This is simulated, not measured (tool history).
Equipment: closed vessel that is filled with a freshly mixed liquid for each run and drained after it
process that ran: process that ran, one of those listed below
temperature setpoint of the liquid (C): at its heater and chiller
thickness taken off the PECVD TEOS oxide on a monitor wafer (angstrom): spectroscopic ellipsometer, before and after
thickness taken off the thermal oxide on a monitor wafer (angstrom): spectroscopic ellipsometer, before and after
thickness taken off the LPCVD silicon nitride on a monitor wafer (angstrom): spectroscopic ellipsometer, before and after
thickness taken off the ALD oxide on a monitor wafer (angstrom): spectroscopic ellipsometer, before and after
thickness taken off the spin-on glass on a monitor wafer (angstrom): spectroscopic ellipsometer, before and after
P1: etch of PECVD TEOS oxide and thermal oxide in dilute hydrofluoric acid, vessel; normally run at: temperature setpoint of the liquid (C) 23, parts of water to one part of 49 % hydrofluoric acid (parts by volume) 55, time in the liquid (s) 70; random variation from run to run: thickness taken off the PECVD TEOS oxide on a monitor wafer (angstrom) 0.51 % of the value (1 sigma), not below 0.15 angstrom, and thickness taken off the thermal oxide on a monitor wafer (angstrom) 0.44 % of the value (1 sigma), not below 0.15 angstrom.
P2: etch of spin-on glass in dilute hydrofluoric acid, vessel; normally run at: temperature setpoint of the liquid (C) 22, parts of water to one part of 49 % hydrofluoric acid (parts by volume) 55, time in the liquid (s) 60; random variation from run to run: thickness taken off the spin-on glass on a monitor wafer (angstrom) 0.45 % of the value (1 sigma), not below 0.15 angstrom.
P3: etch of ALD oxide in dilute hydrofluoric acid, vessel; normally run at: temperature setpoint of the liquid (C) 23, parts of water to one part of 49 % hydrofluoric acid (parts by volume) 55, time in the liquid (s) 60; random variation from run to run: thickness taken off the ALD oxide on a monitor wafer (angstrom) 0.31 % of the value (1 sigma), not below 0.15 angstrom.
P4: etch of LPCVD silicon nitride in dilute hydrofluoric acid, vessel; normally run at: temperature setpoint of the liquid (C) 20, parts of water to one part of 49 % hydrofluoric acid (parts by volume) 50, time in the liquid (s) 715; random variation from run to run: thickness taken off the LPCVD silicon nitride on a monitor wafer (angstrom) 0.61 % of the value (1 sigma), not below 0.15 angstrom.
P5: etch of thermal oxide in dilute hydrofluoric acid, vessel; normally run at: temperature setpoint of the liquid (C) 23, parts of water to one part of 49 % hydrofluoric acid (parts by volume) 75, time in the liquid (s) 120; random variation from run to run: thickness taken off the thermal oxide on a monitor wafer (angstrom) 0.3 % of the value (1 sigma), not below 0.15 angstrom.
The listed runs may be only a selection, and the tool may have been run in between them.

| run | hour | process that ran | temperature setpoint of the liquid (C) | parts of water to one part of 49 % hydrofluoric acid (parts by volume) | time in the liquid (s) | hours since the thermometer was replaced | hours since the hydrofluoric acid flow meter was replaced | thickness taken off the PECVD TEOS oxide on a monitor wafer (angstrom) | thickness taken off the thermal oxide on a monitor wafer (angstrom) | thickness taken off the LPCVD silicon nitride on a monitor wafer (angstrom) | thickness taken off the ALD oxide on a monitor wafer (angstrom) | thickness taken off the spin-on glass on a monitor wafer (angstrom) |
|---|---|---|---|---|---|---|---|---|---|---|---|---|
| 1 | 5.2 | P1 | 23 | 55 | 70 | 867.5 | 120.9 | 244.96 | 59.523 |  |  |  |
| 2 | 10.4 | P1 | 23 | 20 | 110 | 872.7 | 126.1 | 1112.90 | 269.970 |  |  |  |
| 3 | 14.1 | P5 | 23 | 75 | 30 | 876.4 | 129.8 |  | 18.714 |  |  |  |
| 4 | 18.0 | P4 | 20 | 50 | 715 | 880.3 | 133.7 |  |  | 43.751 |  |  |
| 5 | 22.0 | P1 | 27 | 55 | 70 | 884.3 | 137.7 | 291.67 | 70.051 |  |  |  |
| 6 | 26.3 | P1 | 23 | 55 | 135 | 888.6 | 142.0 | 476.70 | 114.970 |  |  |  |
| 7 | 30.8 | P1 | 23 | 55 | 70 | 893.1 | 146.5 | 246.25 | 59.231 |  |  |  |
| 8 | 34.3 | P1 | 23 | 55 | 70 | 896.6 | 150.0 | 246.55 | 59.469 |  |  |  |
| 9 | 37.8 | P5 | 23 | 75 | 120 | 900.1 | 153.5 |  | 74.402 |  |  |  |
| 10 | 41.1 | P4 | 20 | 50 | 715 | 903.4 | 156.8 |  |  | 43.519 |  |  |
| 11 | 45.5 | P1 | 23 | 55 | 70 | 907.8 | 161.2 | 246.95 | 59.942 |  |  |  |
| 12 | 50.2 | P3 | 23 | 55 | 60 | 912.5 | 165.9 |  |  |  | 303.34 |  |
| 13 | 53.2 | P1 | 17 | 55 | 70 | 915.5 | 168.9 | 191.27 | 45.901 |  |  |  |
| 14 | 58.2 | P4 | 17 | 50 | 715 | 920.5 | 173.9 |  |  | 35.492 |  |  |
| 15 | 60.6 | P2 | 22 | 55 | 95 | 922.9 | 176.3 |  |  |  |  | 859.89 |
| 16 | 65.3 | P2 | 22 | 105 | 60 | 927.6 | 181.0 |  |  |  |  | 266.99 |
|  | 67.3 | thermometer replaced |
| 17 | 69.3 | P5 | 23 | 105 | 120 | 2.0 | 185.0 |  | 50.703 |  |  |  |
| 18 | 73.5 | P1 | 23 | 55 | 70 | 6.2 | 189.2 | 248.35 | 59.283 |  |  |  |
| 19 | 78.4 | P4 | 20 | 85 | 715 | 11.1 | 194.1 |  |  | 26.449 |  |  |
| 20 | 82.6 | P3 | 17 | 55 | 60 | 15.3 | 198.3 |  |  |  | 234.36 |  |
| 21 | 86.7 | P5 | 17 | 75 | 120 | 19.4 | 202.4 |  | 57.941 |  |  |  |
| 22 | 90.6 | P3 | 23 | 55 | 105 | 23.3 | 206.3 |  |  |  | 530.45 |  |
| 23 | 94.3 | P4 | 20 | 50 | 265 | 27.0 | 210.0 |  |  | 16.402 |  |  |
| 24 | 97.1 | P2 | 22 | 55 | 60 | 29.8 | 212.8 |  |  |  |  | 549.59 |
| 25 | 100.9 | P1 | 17 | 55 | 135 | 33.6 | 216.6 | 369.70 | 89.751 |  |  |  |
| 26 | 105.3 | P2 | 22 | 55 | 60 | 38.0 | 221.0 |  |  |  |  | 547.35 |
| 27 | 109.6 | P1 | 23 | 25 | 70 | 42.3 | 225.3 | 564.14 | 135.960 |  |  |  |
| 28 | 113.3 | P5 | 23 | 75 | 120 | 46.0 | 229.0 |  | 74.223 |  |  |  |
| 29 | 117.1 | P2 | 18 | 55 | 60 | 49.8 | 232.8 |  |  |  |  | 467.17 |
| 30 | 120.7 | P1 | 23 | 55 | 30 | 53.4 | 236.4 | 106.08 | 25.623 |  |  |  |
| 31 | 124.1 | P1 | 23 | 105 | 70 | 56.8 | 239.8 | 120.51 | 29.572 |  |  |  |
| 32 | 128.2 | P3 | 23 | 25 | 60 | 60.9 | 243.9 |  |  |  | 692.39 |  |
| 33 | 133.4 | P3 | 23 | 55 | 60 | 66.1 | 249.1 |  |  |  | 304.34 |  |
| 34 | 137.5 | P1 | 23 | 55 | 70 | 70.2 | 253.2 | 246.87 | 59.524 |  |  |  |
| 35 | 142.5 | P1 | 23 | 55 | 70 | 75.2 | 258.2 | 255.86 | 61.788 |  |  |  |
| 36 | 145.3 | P1 | 23 | 55 | 70 | 78.0 | 261.0 | 259.62 | 62.736 |  |  |  |
| 37 | 148.5 | P1 | 23 | 55 | 70 | 81.2 | 264.2 | 263.52 | 63.333 |  |  |  |
| 38 | 153.6 | P1 | 23 | 55 | 70 | 86.3 | 269.3 | 264.32 | 63.739 |  |  |  |
| 39 | 156.1 | P1 | 23 | 55 | 70 | 88.8 | 271.8 | 267.91 | 64.431 |  |  |  |
| 40 | 159.3 | P1 | 23 | 55 | 70 | 92.0 | 275.0 | 270.02 | 64.149 |  |  |  |
| 41 | 162.2 | P1 | 23 | 55 | 70 | 94.9 | 277.9 | 266.63 | 63.968 |  |  |  |
| 42 | 165.4 | P1 | 23 | 55 | 70 | 98.1 | 281.1 | 268.48 | 65.345 |  |  |  |

What P1 gives has crept away from where it was. These 2 causes fit the log equally well, each at the size given:
A: liquid hotter than its thermometer reads (K) = 2
B: hydrofluoric acid flow above the setpoint (%) = 7.96
The drift started at roughly hour 137.5.

Consider the 4 single-wafer check runs listed below, results given as question marks: which one distinguishes between the causes by giving clearly different results for each?
| check 1 | 168.6 | P2 | 22 | 55 | 60 |  |  |  |  |  |  | ? |
| check 2 | 168.6 | P5 | 23 | 75 | 120 |  |  |  | ? |  |  |  |
| check 3 | 168.6 | P3 | 23 | 55 | 60 |  |  |  |  |  | ? |  |
| check 4 | 168.6 | P4 | 20 | 50 | 715 |  |  |  |  | ? |  |  |

If the cause were each of the candidates in turn, the checks would give the following:
| check | result | if A | if B |
|---|---|---|---|
| check 1 | thickness taken off the spin-on glass on a monitor wafer (angstrom) | 593.25 | 592.75 |
| check 2 | thickness taken off the thermal oxide on a monitor wafer (angstrom) | 80.359 | 80.584 |
| check 3 | thickness taken off the ALD oxide on a monitor wafer (angstrom) | 328.83 | 328.80 |
| check 4 | thickness taken off the LPCVD silicon nitride on a monitor wafer (angstrom) | 49.948 | 46.879 |
Gap, in per cent, between the two causes that each check separates least, read from the result that separates them most: check 1 0.09 %; check 2 0.28 %; check 3 0.01 %; check 4 6.34 %
Check 4 is the one run that separates the causes; every other check would come out nearly the same whichever cause is at work.

Running check 4 produced the following: thickness taken off the LPCVD silicon nitride on a monitor wafer (angstrom) 49.834. Which one of the listed causes fits?

The cause is A: liquid hotter than its thermometer reads (K).
